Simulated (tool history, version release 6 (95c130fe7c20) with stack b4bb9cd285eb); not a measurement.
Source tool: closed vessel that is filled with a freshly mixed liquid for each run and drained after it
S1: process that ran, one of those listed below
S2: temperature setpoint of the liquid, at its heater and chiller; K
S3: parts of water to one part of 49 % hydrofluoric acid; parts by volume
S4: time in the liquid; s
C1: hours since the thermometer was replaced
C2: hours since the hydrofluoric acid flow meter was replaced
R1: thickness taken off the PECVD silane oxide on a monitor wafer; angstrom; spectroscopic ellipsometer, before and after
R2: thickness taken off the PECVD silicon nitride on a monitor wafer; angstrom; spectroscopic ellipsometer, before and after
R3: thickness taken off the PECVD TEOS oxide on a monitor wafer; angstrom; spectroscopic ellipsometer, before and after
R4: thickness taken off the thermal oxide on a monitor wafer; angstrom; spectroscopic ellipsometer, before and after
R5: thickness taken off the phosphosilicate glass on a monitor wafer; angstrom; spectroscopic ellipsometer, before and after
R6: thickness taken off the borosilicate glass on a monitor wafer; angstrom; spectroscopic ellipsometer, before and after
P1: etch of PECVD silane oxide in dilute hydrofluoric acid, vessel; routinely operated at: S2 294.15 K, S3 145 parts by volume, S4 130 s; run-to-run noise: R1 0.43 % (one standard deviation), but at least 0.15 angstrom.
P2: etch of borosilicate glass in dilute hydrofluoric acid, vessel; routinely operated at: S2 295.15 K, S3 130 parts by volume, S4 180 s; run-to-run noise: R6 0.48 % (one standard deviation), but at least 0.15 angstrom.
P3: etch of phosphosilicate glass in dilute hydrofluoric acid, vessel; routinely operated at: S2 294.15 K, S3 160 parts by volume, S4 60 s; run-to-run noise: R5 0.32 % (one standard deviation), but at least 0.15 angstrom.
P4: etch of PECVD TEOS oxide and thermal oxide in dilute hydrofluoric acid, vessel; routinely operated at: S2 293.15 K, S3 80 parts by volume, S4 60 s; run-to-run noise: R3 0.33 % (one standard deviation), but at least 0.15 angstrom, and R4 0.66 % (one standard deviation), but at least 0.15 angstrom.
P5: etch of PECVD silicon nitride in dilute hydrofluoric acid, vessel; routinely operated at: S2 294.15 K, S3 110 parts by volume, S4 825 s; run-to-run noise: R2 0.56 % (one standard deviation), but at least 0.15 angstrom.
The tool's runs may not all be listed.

Run 1, hour 11: S1 P1, S2 294.15 K, S3 145 parts by volume, S4 130 s; C1 267.6; C2 237. Result: R1 191.18 angstrom.
Run 2, hour 18.5: S1 P5, S2 294.15 K, S3 180 parts by volume, S4 825 s; C1 275.1; C2 244.5. Result: R2 207.6 angstrom.
Run 3, hour 28.5: S1 P5, S2 302.15 K, S3 110 parts by volume, S4 825 s; C1 285.1; C2 254.5. Result: R2 572.74 angstrom.
Run 4, hour 35.9: S1 P4, S2 300.65 K, S3 80 parts by volume, S4 60 s; C1 292.5; C2 261.9. Result: R3 248.34 angstrom, R4 42.505 angstrom.
Run 5, hour 46.1: S1 P4, S2 293.15 K, S3 145 parts by volume, S4 60 s; C1 302.7; C2 272.1. Result: R3 93.4 angstrom, R4 16.207 angstrom.
Run 6, hour 53.3: S1 P3, S2 294.15 K, S3 230 parts by volume, S4 60 s; C1 309.9; C2 279.3. Result: R5 152.62 angstrom.
Run 7, hour 58.5: S1 P1, S2 294.15 K, S3 70 parts by volume, S4 130 s; C1 315.1; C2 284.5. Result: R1 432.16 angstrom.
Run 8, hour 65.2: S1 P2, S2 295.15 K, S3 130 parts by volume, S4 180 s; C1 321.8; C2 291.2. Result: R6 340.34 angstrom.
Run 9, hour 76.2: S1 P3, S2 294.15 K, S3 160 parts by volume, S4 60 s; C1 332.8; C2 302.2. Result: R5 234.52 angstrom.
Run 10, hour 85.7: S1 P1, S2 294.15 K, S3 145 parts by volume, S4 130 s; C1 342.3; C2 311.7. Result: R1 191.71 angstrom.
Run 11, hour 94.2: S1 P5, S2 294.15 K, S3 110 parts by volume, S4 825 s; C1 350.8; C2 320.2. Result: R2 332.41 angstrom.
Run 12, hour 104.5: S1 P1, S2 294.15 K, S3 145 parts by volume, S4 130 s; C1 361.1; C2 330.5. Result: R1 190.98 angstrom.
Run 13, hour 112.7: S1 P3, S2 300.65 K, S3 160 parts by volume, S4 60 s; C1 369.3; C2 338.7. Result: R5 300.61 angstrom.
Run 14, hour 119.6: S1 P1, S2 294.15 K, S3 145 parts by volume, S4 130 s; C1 376.2; C2 345.6. Result: R1 189.75 angstrom.
Run 15, hour 127.5: S1 P1, S2 294.15 K, S3 145 parts by volume, S4 30 s; C1 384.1; C2 353.5. Result: R1 44.607 angstrom.
Run 16, hour 135.3: S1 P1, S2 294.15 K, S3 145 parts by volume, S4 195 s; C1 391.9; C2 361.3. Result: R1 285.25 angstrom.
Run 17, hour 146.7: S1 P2, S2 295.15 K, S3 60 parts by volume, S4 180 s; C1 403.3; C2 372.7. Result: R6 802.03 angstrom.
Run 18, hour 154.1: S1 P2, S2 295.15 K, S3 130 parts by volume, S4 180 s; C1 410.7; C2 380.1. Result: R6 342.01 angstrom.
Run 19, hour 166: S1 P1, S2 294.15 K, S3 145 parts by volume, S4 130 s; C1 422.6; C2 392. Result: R1 191.88 angstrom.
Run 20, hour 172.8: S1 P1, S2 294.15 K, S3 210 parts by volume, S4 130 s; C1 429.4; C2 398.8. Result: R1 122.62 angstrom.
Run 21, hour 181.7: S1 P1, S2 294.15 K, S3 75 parts by volume, S4 190 s; C1 438.3; C2 407.7. Result: R1 585.85 angstrom.
Run 22, hour 186.9: S1 P4, S2 293.15 K, S3 80 parts by volume, S4 60 s; C1 443.5; C2 412.9. Result: R3 182.22 angstrom, R4 31.508 angstrom.
Run 23, hour 197.9: S1 P3, S2 294.15 K, S3 160 parts by volume, S4 60 s; C1 454.5; C2 423.9. Result: R5 236.04 angstrom.
Run 24, hour 205.1: S1 P5, S2 294.15 K, S3 110 parts by volume, S4 825 s; C1 461.7; C2 431.1. Result: R2 338.25 angstrom.
Run 25, hour 210.8: S1 P2, S2 302.15 K, S3 130 parts by volume, S4 180 s; C1 467.4; C2 436.8. Result: R6 444.75 angstrom.
Run 26, hour 221.1: S1 P2, S2 295.15 K, S3 130 parts by volume, S4 360 s; C1 477.7; C2 447.1. Result: R6 682.29 angstrom.
Run 27, hour 228.2: S1 P1, S2 294.15 K, S3 145 parts by volume, S4 130 s; C1 484.8; C2 454.2. Result: R1 191.85 angstrom.
Run 28, hour 234.9: S1 P5, S2 294.15 K, S3 110 parts by volume, S4 1320 s; C1 491.5; C2 460.9. Result: R2 544.59 angstrom.
Run 29, hour 241.4: S1 P1, S2 294.15 K, S3 145 parts by volume, S4 130 s; C1 498; C2 467.4. Result: R1 191.95 angstrom.
Run 30, hour 250.2: S1 P4, S2 293.15 K, S3 80 parts by volume, S4 60 s; C1 506.8; C2 476.2. Result: R3 182.89 angstrom, R4 31.188 angstrom.
Run 31, hour 257.4: S1 P1, S2 290.15 K, S3 145 parts by volume, S4 130 s; C1 514; C2 483.4. Result: R1 162.55 angstrom.
Run 32, hour 265: S1 P3, S2 294.15 K, S3 160 parts by volume, S4 30 s; C1 521.6; C2 491. Result: R5 117.3 angstrom.
Run 33, hour 272.7: S1 P1, S2 290.15 K, S3 145 parts by volume, S4 225 s; C1 529.3; C2 498.7. Result: R1 284.25 angstrom.
Run 34, hour 278.9: S1 P4, S2 293.15 K, S3 80 parts by volume, S4 110 s; C1 535.5; C2 504.9. Result: R3 333.25 angstrom, R4 57.213 angstrom.
Run 35, hour 288.8: S1 P1, S2 299.65 K, S3 145 parts by volume, S4 130 s; C1 545.4; C2 514.8. Result: R1 235.75 angstrom.
Run 36, hour 300.3: S1 P1, S2 294.15 K, S3 145 parts by volume, S4 130 s; C1 556.9; C2 526.3. Result: R1 190.55 angstrom.
Run 37, hour 311.2: S1 P1, S2 294.15 K, S3 145 parts by volume, S4 130 s; C1 567.8; C2 537.2. Result: R1 183.4 angstrom.
Run 38, hour 319.1: S1 P1, S2 294.15 K, S3 145 parts by volume, S4 130 s; C1 575.7; C2 545.1. Result: R1 178.92 angstrom.
Run 39, hour 327.2: S1 P1, S2 294.15 K, S3 145 parts by volume, S4 130 s; C1 583.8; C2 553.2. Result: R1 178.13 angstrom.
Run 40, hour 338.7: S1 P1, S2 294.15 K, S3 145 parts by volume, S4 130 s; C1 595.3; C2 564.7. Result: R1 176.12 angstrom.
Run 41, hour 347.7: S1 P1, S2 294.15 K, S3 145 parts by volume, S4 130 s; C1 604.3; C2 573.7. Result: R1 175.91 angstrom.
Run 42, hour 358.8: S1 P1, S2 294.15 K, S3 145 parts by volume, S4 130 s; C1 615.4; C2 584.8. Result: R1 175.46 angstrom.
Run 43, hour 367.2: S1 P1, S2 294.15 K, S3 145 parts by volume, S4 130 s; C1 623.8; C2 593.2. Result: R1 174.55 angstrom.

Compared with where it was, what P1 gives has crept away. Each cause listed below fits the log as well as the rest, at the size given for it:
A: liquid colder than its thermometer reads (K) = 2.16
B: hydrofluoric acid flow below the setpoint (%) = 7.16
The onset of the drift is placed at about hour 300.3.

Listed below are the offered check runs, one wafer per run, with question marks in place of results. For which of them would the causes give clearly different outcomes?
Run check 1, hour 375.6: S1 P2, S2 295.15 K, S3 60 parts by volume, S4 330 s. Result: R6 ?.
Run check 2, hour 375.6: S1 P3, S2 298.65 K, S3 160 parts by volume, S4 30 s. Result: R5 ?.
Run check 3, hour 375.6: S1 P5, S2 300.15 K, S3 180 parts by volume, S4 825 s. Result: R2 ?.
Run check 4, hour 375.6: S1 P4, S2 293.15 K, S3 145 parts by volume, S4 105 s. Result: R3 ?, R4 ?.

Predicted outcomes, by check and by cause:
  check  result    if A    if B
check 1      R6  1338.9  1352.8
check 2      R5  128.87  127.98
check 3      R2  267.08   283.8
check 4      R3  150.23  150.42
check 4      R4  25.864  25.896
Smallest distance between any two causes, each pair judged by its most separating result, in per cent: check 1 1.03 %; check 2 0.69 %; check 3 6.07 %; check 4 0.12 %
The other checks would show nearly matching results whichever cause is true, so check 3 is the only one that separates the causes.

Check 3 was then run and gave: R2 264.37 angstrom. Which cause is it?

Of the candidate causes, it is A: liquid colder than its thermometer reads (K).
